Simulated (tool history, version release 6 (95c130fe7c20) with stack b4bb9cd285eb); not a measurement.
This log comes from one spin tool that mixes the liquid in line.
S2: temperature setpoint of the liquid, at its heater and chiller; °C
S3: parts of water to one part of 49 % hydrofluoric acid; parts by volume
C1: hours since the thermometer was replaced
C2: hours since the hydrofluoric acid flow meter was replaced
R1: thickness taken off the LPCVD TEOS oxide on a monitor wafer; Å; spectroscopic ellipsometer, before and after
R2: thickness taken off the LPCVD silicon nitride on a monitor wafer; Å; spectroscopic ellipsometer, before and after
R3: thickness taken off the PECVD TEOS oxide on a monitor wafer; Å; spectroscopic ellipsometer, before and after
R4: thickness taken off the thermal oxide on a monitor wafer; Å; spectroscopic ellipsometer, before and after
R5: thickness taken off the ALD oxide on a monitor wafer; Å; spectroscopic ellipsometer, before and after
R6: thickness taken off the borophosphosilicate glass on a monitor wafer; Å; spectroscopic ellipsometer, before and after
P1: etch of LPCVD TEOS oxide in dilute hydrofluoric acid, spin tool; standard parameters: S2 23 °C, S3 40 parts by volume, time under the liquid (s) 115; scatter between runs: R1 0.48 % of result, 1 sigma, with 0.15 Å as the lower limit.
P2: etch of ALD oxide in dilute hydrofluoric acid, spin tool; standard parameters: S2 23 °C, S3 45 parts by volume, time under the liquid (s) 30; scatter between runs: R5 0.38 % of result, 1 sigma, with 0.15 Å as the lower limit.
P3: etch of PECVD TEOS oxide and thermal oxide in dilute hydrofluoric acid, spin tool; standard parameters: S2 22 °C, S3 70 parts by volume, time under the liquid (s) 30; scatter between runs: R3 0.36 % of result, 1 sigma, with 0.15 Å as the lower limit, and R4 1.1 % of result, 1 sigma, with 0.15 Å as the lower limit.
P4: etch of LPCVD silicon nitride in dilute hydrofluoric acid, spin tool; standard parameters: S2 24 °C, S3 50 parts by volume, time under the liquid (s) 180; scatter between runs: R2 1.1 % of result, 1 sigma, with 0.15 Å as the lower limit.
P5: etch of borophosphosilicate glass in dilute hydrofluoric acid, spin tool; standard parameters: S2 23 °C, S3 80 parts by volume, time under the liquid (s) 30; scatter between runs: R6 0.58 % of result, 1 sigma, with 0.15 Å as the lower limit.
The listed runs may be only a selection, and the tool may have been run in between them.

{"run": 1, "day": 0.4, "process that ran": "P1", "S2": 23, "S3": 40, "time under the liquid (s)": 115, "C1": 2145.5, "C2": 1207.7, "R1": 517.48}
{"run": 2, "day": 0.867, "process that ran": "P4", "S2": 24, "S3": 20, "time under the liquid (s)": 180, "C1": 2156.7, "C2": 1218.9, "R2": 44.665}
{"run": 3, "day": 1.308, "process that ran": "P1", "S2": 23, "S3": 20, "time under the liquid (s)": 115, "C1": 2167.3, "C2": 1229.5, "R1": 1050.9}
{"run": 4, "day": 1.804, "process that ran": "P1", "S2": 23, "S3": 40, "time under the liquid (s)": 115, "C1": 2179.2, "C2": 1241.4, "R1": 511.34}
{"run": 5, "day": 2.146, "process that ran": "P1", "S2": 29.5, "S3": 40, "time under the liquid (s)": 115, "C1": 2187.4, "C2": 1249.6, "R1": 671.23}
{"run": 6, "day": 2.604, "process that ran": "P1", "S2": 18.5, "S3": 40, "time under the liquid (s)": 50, "C1": 2198.4, "C2": 1260.6, "R1": 184.71}
{"run": 7, "day": 2.933, "process that ran": "P1", "S2": 23, "S3": 40, "time under the liquid (s)": 225, "C1": 2206.3, "C2": 1268.5, "R1": 1006.2}
{"run": 8, "day": 3.208, "process that ran": "P1", "S2": 23, "S3": 40, "time under the liquid (s)": 115, "C1": 2212.9, "C2": 1275.1, "R1": 512.67}
{"run": 9, "day": 3.783, "process that ran": "P3", "S2": 22, "S3": 70, "time under the liquid (s)": 30, "C1": 2226.7, "C2": 1288.9, "R3": 79.439, "R4": 19.379}
{"run": 10, "day": 4.262, "process that ran": "P4", "S2": 32.5, "S3": 50, "time under the liquid (s)": 180, "C1": 2238.2, "C2": 1300.4, "R2": 32.278}
{"run": 11, "day": 4.796, "process that ran": "P1", "S2": 17.5, "S3": 40, "time under the liquid (s)": 115, "C1": 2251, "C2": 1313.2, "R1": 403.36}
{"run": 12, "day": 5.271, "process that ran": "P3", "S2": 22, "S3": 20, "time under the liquid (s)": 30, "C1": 2262.4, "C2": 1324.6, "R3": 294.49, "R4": 72.849}
{"run": 13, "day": 5.854, "process that ran": "P2", "S2": 28, "S3": 45, "time under the liquid (s)": 30, "C1": 2276.4, "C2": 1338.6, "R5": 150.37}
{"run": 14, "day": 6.158, "process that ran": "P3", "S2": 17, "S3": 70, "time under the liquid (s)": 30, "C1": 2283.7, "C2": 1345.9, "R3": 63.696, "R4": 15.755}
{"run": 15, "day": 6.746, "process that ran": "P5", "S2": 17, "S3": 80, "time under the liquid (s)": 30, "C1": 2297.8, "C2": 1360, "R6": 128.12}
{"run": 16, "day": 7.333, "process that ran": "P1", "S2": 23, "S3": 55, "time under the liquid (s)": 225, "C1": 2311.9, "C2": 1374.1, "R1": 711.16}
{"run": 17, "day": 7.9, "process that ran": "P1", "S2": 23, "S3": 40, "time under the liquid (s)": 115, "C1": 2325.5, "C2": 1387.7, "R1": 514.3}
{"run": 18, "day": 8.221, "process that ran": "P2", "S2": 23, "S3": 30, "time under the liquid (s)": 30, "C1": 2333.2, "C2": 1395.4, "R5": 188.35}
{"run": 19, "day": 8.562, "process that ran": "P5", "S2": 23, "S3": 80, "time under the liquid (s)": 30, "C1": 2341.4, "C2": 1403.6, "R6": 163.81}
{"run": 20, "day": 8.925, "process that ran": "P2", "S2": 23, "S3": 45, "time under the liquid (s)": 30, "C1": 2350.1, "C2": 1412.3, "R5": 123.01}
{"run": 21, "day": 9.288, "process that ran": "P1", "S2": 23, "S3": 40, "time under the liquid (s)": 115, "C1": 2358.8, "C2": 1421, "R1": 512.89}
{"run": 22, "day": 9.783, "process that ran": "P1", "S2": 23, "S3": 40, "time under the liquid (s)": 65, "C1": 2370.7, "C2": 1432.9, "R1": 289.43}
{"run": 23, "day": 10.067, "process that ran": "P3", "S2": 22, "S3": 70, "time under the liquid (s)": 15, "C1": 2377.5, "C2": 1439.7, "R3": 38.942, "R4": 9.5643}
{"run": 24, "day": 10.608, "process that ran": "P1", "S2": 23, "S3": 40, "time under the liquid (s)": 115, "C1": 2390.5, "C2": 1452.7, "R1": 518.35}

What will run 25 give?
{"run": 25, "day": 11.117, "process that ran": "P5", "S2": 23, "S3": 25, "time under the liquid (s)": 30, "C1": 2402.7, "C2": 1464.9, "R6": "?"}

Run 25 gave R6 558.47 Å.
